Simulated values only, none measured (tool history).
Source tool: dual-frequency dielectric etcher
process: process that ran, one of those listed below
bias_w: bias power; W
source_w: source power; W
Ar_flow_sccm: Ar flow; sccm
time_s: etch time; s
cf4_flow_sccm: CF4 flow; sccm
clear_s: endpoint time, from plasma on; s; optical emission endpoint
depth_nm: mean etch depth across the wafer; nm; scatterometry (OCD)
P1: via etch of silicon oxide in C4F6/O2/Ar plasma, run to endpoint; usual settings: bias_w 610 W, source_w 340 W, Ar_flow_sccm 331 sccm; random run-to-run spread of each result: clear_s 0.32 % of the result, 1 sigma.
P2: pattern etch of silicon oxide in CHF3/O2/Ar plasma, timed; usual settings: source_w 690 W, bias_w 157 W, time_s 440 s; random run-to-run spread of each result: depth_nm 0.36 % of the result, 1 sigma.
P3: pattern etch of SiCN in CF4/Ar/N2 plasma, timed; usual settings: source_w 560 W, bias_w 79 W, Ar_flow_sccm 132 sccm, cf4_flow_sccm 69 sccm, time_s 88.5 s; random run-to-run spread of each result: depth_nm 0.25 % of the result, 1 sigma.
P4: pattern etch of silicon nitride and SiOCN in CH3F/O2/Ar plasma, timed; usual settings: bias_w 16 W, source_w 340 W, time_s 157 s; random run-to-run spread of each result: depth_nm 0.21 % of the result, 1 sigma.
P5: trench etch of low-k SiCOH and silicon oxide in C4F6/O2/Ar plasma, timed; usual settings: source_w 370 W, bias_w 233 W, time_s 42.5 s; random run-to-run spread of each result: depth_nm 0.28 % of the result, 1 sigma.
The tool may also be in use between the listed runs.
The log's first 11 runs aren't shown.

run     day  process  bias_w  source_w  Ar_flow_sccm  time_s  cf4_flow_sccm  hours since the last wet clean  hours since the last bias power generator calibration  hours since the last source power generator calibration  hours since the last Ar flow controller change  clear_s  depth_nm
 12   6.442       P2     157       690                 242.5                                          245.6                                                  837.9                                                   2087.5                                          1303.1             491.92
 13   7.092       P3      79       380           132    88.5             69                           261.2                                                  853.5                                                   2103.1                                          1318.7             64.386
 14   7.525       P4      16       340                   157                                          271.6                                                  863.9                                                   2113.5                                          1329.1             17.464
 15   7.908       P4      16       410                   157                                          280.8                                                  873.1                                                   2122.7                                          1338.3             18.692
 16   8.608       P3      79       560           132    88.5             69                           297.6                                                  889.9                                                   2139.5                                          1355.1             89.701
 17   9.142       P1     368       220           331                                                  310.4                                                  902.7                                                   2152.3                                          1367.9   37.026
 18   9.458       P2     157       450                   440                                            318                                                  910.3                                                   2159.9                                          1375.5             759.19
 19  10.038       P1     838       340           331                                                  331.9                                                  924.2                                                   2173.8                                          1389.4   23.002
 20  10.354       P3      79       560           132   118.5             69                           339.5                                                  931.8                                                   2181.4                                            1397             120.27
 21  11.062       P4      16       340                 120.5                                          356.5                                                  948.8                                                   2198.4                                            1414              13.44
 22  11.654       P3      79       560           132    88.5             83                           370.7                                                    963                                                   2212.6                                          1428.2               92.2
 23  12.354       P1     610       340           331                                                  387.5                                                  979.8                                                   2229.4                                            1445   26.111
 24  12.904       P5     233       370                  42.5                                          400.7                                                    993                                                   2242.6                                          1458.2             143.64
 25  13.446       P1     610       450           331                                                  413.7                                                   1006                                                   2255.6                                          1471.2   23.692
 26  14.104       P5     162       370                  42.5                                          429.5                                                 1021.8                                                   2271.4                                            1487             127.69
 27  14.575       P5     233       300                  42.5                                          440.8                                                 1033.1                                                   2282.7                                          1498.3             133.21
 28  15.246       P1     509       340           400                                                  456.9                                                 1049.2                                                   2298.8                                          1514.4   28.678
 29  15.846       P1     610       470           404                                                  471.3                                                 1063.6                                                   2313.2                                          1528.8   23.811

Estimate the outcome of run 30 from the log above:
 30  16.188       P1     610       340           331                                                  479.5                                                 1071.8                                                   2321.4                                            1537        ?

For run 30 the tool returned clear_s 26.159 s.
